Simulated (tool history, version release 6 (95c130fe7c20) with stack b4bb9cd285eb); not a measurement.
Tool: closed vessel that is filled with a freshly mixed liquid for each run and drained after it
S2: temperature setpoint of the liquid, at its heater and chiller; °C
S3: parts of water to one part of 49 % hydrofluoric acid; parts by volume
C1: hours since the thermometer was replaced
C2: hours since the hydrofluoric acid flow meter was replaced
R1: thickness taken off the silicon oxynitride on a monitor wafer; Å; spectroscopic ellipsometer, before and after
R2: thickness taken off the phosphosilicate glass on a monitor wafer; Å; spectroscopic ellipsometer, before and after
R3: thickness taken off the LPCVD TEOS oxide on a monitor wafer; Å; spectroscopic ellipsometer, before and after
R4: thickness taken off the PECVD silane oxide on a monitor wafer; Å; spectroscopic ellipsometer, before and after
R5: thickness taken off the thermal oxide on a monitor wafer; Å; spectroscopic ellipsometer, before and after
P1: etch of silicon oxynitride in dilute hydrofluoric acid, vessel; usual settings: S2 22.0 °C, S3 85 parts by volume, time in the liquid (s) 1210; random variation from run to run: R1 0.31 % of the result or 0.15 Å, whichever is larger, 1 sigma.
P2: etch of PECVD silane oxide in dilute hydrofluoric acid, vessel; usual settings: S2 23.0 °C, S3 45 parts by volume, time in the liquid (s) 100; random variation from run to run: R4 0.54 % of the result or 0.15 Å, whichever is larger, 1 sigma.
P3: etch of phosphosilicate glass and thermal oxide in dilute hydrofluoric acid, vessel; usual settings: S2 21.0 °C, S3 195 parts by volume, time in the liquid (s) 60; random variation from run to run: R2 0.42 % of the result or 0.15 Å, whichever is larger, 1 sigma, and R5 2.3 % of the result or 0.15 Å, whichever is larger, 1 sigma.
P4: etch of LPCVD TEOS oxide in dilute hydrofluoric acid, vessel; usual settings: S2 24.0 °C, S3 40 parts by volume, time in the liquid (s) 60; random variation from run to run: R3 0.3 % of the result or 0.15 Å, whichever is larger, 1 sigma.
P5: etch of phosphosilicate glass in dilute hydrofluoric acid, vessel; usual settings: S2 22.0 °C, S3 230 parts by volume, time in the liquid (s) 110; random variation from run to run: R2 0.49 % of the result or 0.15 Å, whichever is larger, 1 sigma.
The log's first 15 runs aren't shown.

run 16 day=6.225 | process_that_ran=P4 S2=17.0 S3=40 time_in_the_liquid_(s)=60 | C1=487.6 C2=254.4 | R3=225.37
run 17 day=6.633 | process_that_ran=P1 S2=22.0 S3=85 time_in_the_liquid_(s)=145 | C1=497.4 C2=264.2 | R1=41.703
run 18 day=7.008 | process_that_ran=P5 S2=22.0 S3=230 time_in_the_liquid_(s)=110 | C1=506.4 C2=273.2 | R2=448.80
run 19 day=7.346 | process_that_ran=P1 S2=22.0 S3=85 time_in_the_liquid_(s)=1210 | C1=514.5 C2=281.3 | R1=348.290
run 20 day=7.829 | process_that_ran=P1 S2=22.0 S3=120 time_in_the_liquid_(s)=1210 | C1=526.1 C2=292.9 | R1=240.930
run 21 day=8.279 | process_that_ran=P3 S2=21.0 S3=195 time_in_the_liquid_(s)=60 | C1=536.9 C2=303.7 | R2=316.92 R5=10.4900
run 22 day=8.746 | process_that_ran=P3 S2=21.0 S3=30 time_in_the_liquid_(s)=60 | C1=548.1 C2=314.9 | R2=2471.60 R5=86.2040
run 23 day=9.008 | process_that_ran=P2 S2=23.0 S3=45 time_in_the_liquid_(s)=100 | C1=554.4 C2=321.2 | R4=477.36
run 24 day=9.321 | process_that_ran=P1 S2=17.0 S3=85 time_in_the_liquid_(s)=1210 | C1=561.9 C2=328.7 | R1=272.520
run 25 day=9.783 | process_that_ran=P1 S2=22.0 S3=25 time_in_the_liquid_(s)=1210 | C1=573.0 C2=339.8 | R1=1232.000
run 26 day=10.296 | process_that_ran=P3 S2=17.0 S3=195 time_in_the_liquid_(s)=60 | C1=585.3 C2=352.1 | R2=269.04 R5=9.4068
run 27 day=10.688 | process_that_ran=P1 S2=27.5 S3=85 time_in_the_liquid_(s)=1210 | C1=594.7 C2=361.5 | R1=453.280
run 28 day=11.054 | process_that_ran=P5 S2=22.0 S3=420 time_in_the_liquid_(s)=110 | C1=603.5 C2=370.3 | R2=204.31
run 29 day=11.371 | process_that_ran=P2 S2=23.0 S3=45 time_in_the_liquid_(s)=100 | C1=611.1 C2=377.9 | R4=474.11
run 30 day=11.796 | process_that_ran=P1 S2=22.0 S3=85 time_in_the_liquid_(s)=1210 | C1=621.3 C2=388.1 | R1=349.340
run 31 day=12.033 | process_that_ran=P3 S2=21.0 S3=195 time_in_the_liquid_(s)=60 | C1=627.0 C2=393.8 | R2=317.93 R5=10.7680
run 32 day=12.296 | process_that_ran=P5 S2=30.0 S3=230 time_in_the_liquid_(s)=110 | C1=633.3 C2=400.1 | R2=592.96
run 33 day=12.721 | process_that_ran=P1 S2=22.0 S3=85 time_in_the_liquid_(s)=1210 | C1=643.5 C2=410.3 | R1=348.240
run 34 day=12.979 | process_that_ran=P1 S2=22.0 S3=85 time_in_the_liquid_(s)=2330 | C1=649.7 C2=416.5 | R1=674.080
run 35 day=13.342 | process_that_ran=P1 S2=22.0 S3=85 time_in_the_liquid_(s)=1210 | C1=658.4 C2=425.2 | R1=349.600
run 36 day=13.742 | process_that_ran=P1 S2=22.0 S3=85 time_in_the_liquid_(s)=1210 | C1=668.0 C2=434.8 | R1=362.370
run 37 day=14.275 | process_that_ran=P1 S2=22.0 S3=85 time_in_the_liquid_(s)=1210 | C1=680.8 C2=447.6 | R1=373.030

Forecast run 38:
run 38 day=14.767 | process_that_ran=P1 S2=22.0 S3=85 time_in_the_liquid_(s)=1210 | C1=692.6 C2=459.4 | R1=?

Run 38 gave R1 374.970 Å.
